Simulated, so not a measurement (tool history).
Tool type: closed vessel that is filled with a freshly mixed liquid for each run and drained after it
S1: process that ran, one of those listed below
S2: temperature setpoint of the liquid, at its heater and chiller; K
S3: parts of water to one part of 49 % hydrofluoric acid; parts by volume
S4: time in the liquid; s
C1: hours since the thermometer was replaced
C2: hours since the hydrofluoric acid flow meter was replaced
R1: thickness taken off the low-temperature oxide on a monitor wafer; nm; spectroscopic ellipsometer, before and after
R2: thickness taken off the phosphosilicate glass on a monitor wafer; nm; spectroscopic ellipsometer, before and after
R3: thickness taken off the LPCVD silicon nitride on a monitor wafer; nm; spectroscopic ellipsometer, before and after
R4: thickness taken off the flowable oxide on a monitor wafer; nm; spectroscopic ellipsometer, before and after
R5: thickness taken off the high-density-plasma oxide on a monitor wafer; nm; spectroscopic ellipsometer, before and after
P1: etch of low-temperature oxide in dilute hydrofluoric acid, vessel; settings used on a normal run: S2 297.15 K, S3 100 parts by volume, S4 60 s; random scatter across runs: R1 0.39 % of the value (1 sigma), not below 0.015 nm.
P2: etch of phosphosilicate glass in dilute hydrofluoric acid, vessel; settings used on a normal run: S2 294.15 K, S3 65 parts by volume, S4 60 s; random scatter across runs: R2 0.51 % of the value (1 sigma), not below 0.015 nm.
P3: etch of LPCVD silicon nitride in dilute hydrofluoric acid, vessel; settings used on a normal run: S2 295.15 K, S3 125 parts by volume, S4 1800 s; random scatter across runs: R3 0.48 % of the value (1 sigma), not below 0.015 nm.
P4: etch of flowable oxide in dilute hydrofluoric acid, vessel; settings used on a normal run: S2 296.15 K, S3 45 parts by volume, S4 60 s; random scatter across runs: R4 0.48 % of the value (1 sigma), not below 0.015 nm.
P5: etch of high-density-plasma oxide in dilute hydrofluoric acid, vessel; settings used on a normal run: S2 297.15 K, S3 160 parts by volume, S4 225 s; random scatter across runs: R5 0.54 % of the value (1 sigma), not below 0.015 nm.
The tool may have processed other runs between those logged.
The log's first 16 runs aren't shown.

Run 17, hour 180.7: S1 P1, S2 297.15 K, S3 100 parts by volume, S4 60 s; C1 460.7; C2 1214.5. Result: R1 19.742 nm.
Run 18, hour 191.1: S1 P1, S2 297.15 K, S3 100 parts by volume, S4 60 s; C1 471.1; C2 1224.9. Result: R1 19.773 nm.
Run 19, hour 200.3: S1 P5, S2 297.15 K, S3 160 parts by volume, S4 225 s; C1 480.3; C2 1234.1. Result: R5 6.7323 nm.
Run 20, hour 210.9: S1 P1, S2 297.15 K, S3 100 parts by volume, S4 60 s; C1 490.9; C2 1244.7. Result: R1 19.633 nm.
Run 21, hour 219: S1 P4, S2 290.15 K, S3 45 parts by volume, S4 60 s; C1 499; C2 1252.8. Result: R4 38.533 nm.
Run 22, hour 228.4: S1 P1, S2 293.15 K, S3 45 parts by volume, S4 60 s; C1 508.4; C2 1262.2. Result: R1 39.696 nm.
Run 23, hour 234.9: S1 P1, S2 305.15 K, S3 100 parts by volume, S4 60 s; C1 514.9; C2 1268.7. Result: R1 26.673 nm.
At hour 242.5: hydrofluoric acid flow meter replaced.
Run 24, hour 247.1: S1 P1, S2 297.15 K, S3 100 parts by volume, S4 85 s; C1 527.1; C2 4.6. Result: R1 27.927 nm.
Run 25, hour 256.4: S1 P1, S2 297.15 K, S3 100 parts by volume, S4 60 s; C1 536.4; C2 13.9. Result: R1 19.767 nm.
Run 26, hour 265: S1 P5, S2 297.15 K, S3 160 parts by volume, S4 225 s; C1 545; C2 22.5. Result: R5 6.6956 nm.
At hour 267.8: thermometer replaced.
Run 27, hour 277.9: S1 P2, S2 300.15 K, S3 65 parts by volume, S4 60 s; C1 10.1; C2 35.4. Result: R2 69.769 nm.
Run 28, hour 284.6: S1 P1, S2 292.15 K, S3 100 parts by volume, S4 60 s; C1 16.8; C2 42.1. Result: R1 16.054 nm.
Run 29, hour 293.4: S1 P4, S2 296.15 K, S3 45 parts by volume, S4 60 s; C1 25.6; C2 50.9. Result: R4 50.095 nm.
Run 30, hour 304.3: S1 P1, S2 297.15 K, S3 100 parts by volume, S4 30 s; C1 36.5; C2 61.8. Result: R1 9.7472 nm.

Predict the results of run 31:
Run 31, hour 314.4: S1 P3, S2 290.65 K, S3 125 parts by volume, S4 1800 s; C1 46.6; C2 71.9. Result: R3 ?.

Run 31 came out at R3 4.4237 nm.

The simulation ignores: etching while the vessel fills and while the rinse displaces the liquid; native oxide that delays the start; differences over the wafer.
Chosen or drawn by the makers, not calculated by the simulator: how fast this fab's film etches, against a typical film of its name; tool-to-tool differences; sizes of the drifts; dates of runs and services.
